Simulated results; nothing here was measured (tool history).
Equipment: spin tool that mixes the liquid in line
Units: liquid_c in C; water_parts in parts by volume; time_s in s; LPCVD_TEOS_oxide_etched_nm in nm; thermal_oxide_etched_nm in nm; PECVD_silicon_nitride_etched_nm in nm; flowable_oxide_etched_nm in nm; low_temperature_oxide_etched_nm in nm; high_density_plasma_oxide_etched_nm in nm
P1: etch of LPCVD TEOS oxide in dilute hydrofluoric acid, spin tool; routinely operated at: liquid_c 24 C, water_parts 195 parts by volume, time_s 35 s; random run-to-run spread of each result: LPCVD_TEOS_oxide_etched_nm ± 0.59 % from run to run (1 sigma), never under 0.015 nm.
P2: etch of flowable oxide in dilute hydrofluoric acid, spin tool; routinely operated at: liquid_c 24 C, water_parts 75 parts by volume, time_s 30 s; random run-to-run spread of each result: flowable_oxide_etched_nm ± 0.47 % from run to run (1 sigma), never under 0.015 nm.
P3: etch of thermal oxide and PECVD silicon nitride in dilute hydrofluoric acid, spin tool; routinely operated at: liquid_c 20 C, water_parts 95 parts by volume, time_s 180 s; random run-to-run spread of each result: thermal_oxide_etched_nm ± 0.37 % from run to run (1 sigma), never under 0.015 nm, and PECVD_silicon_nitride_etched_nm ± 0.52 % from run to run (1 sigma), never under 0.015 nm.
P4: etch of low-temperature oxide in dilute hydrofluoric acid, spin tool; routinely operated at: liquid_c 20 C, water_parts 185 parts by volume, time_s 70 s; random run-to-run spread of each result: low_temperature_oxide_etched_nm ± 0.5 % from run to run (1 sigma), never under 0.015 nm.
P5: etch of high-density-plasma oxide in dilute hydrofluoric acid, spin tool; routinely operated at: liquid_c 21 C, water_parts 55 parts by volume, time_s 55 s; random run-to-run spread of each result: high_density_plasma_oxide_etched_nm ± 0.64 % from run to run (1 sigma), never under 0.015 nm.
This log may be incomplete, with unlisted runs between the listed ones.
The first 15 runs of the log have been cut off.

run   hour  process  liquid_c  water_parts  time_s  hours since the thermometer was replaced  hours since the hydrofluoric acid flow meter was replaced  LPCVD_TEOS_oxide_etched_nm  thermal_oxide_etched_nm  PECVD_silicon_nitride_etched_nm  flowable_oxide_etched_nm  low_temperature_oxide_etched_nm  high_density_plasma_oxide_etched_nm
     161.7  -- hydrofluoric acid flow meter replaced
 16  164.1       P1        24          195      35                                     819.6                                                        2.4                      4.7488
 17  173.1       P1        24          195      20                                     828.6                                                       11.4                      2.7248
 18  185.2       P5        21           55      15                                     840.7                                                       23.5                                                                                                                                                                                1.2818
 19  197.4       P5        21           55      55                                     852.9                                                       35.7                                                                                                                                                                                4.7555
 20  207.1       P1      19.5          195      35                                     862.6                                                       45.4                      4.0058
 21  218.5       P1        24          195      35                                       874                                                       56.8                      4.7603
 22  227.2       P1      19.5          195      55                                     882.7                                                       65.5                      6.3175
 23  237.9       P2        24          135      30                                     893.4                                                       76.2                                                                                                          7.7413
     246.2  -- thermometer replaced
 24  251.9       P3      23.5           95     180                                       5.8                                                       90.2                                               9.0429                           10.688
 25  263.7       P1        24          195      55                                      17.6                                                        102                      7.4189
 26  276.8       P1        24          195      35                                      30.7                                                      115.1                      4.7136
 27  283.7       P1        24          195      35                                      37.6                                                        122                      4.7613
 28  293.7       P1        24          275      35                                      47.6                                                        132                       3.107
 29  300.8       P2        24           75      30                                      54.7                                                      139.1                                                                                                          15.252

The next listed run, before its measurement:
 30   311       P2      18.5           75      30                                      64.9                                                      149.3                                                                                                               ?

flowable_oxide_etched_nm: 12.15 nm
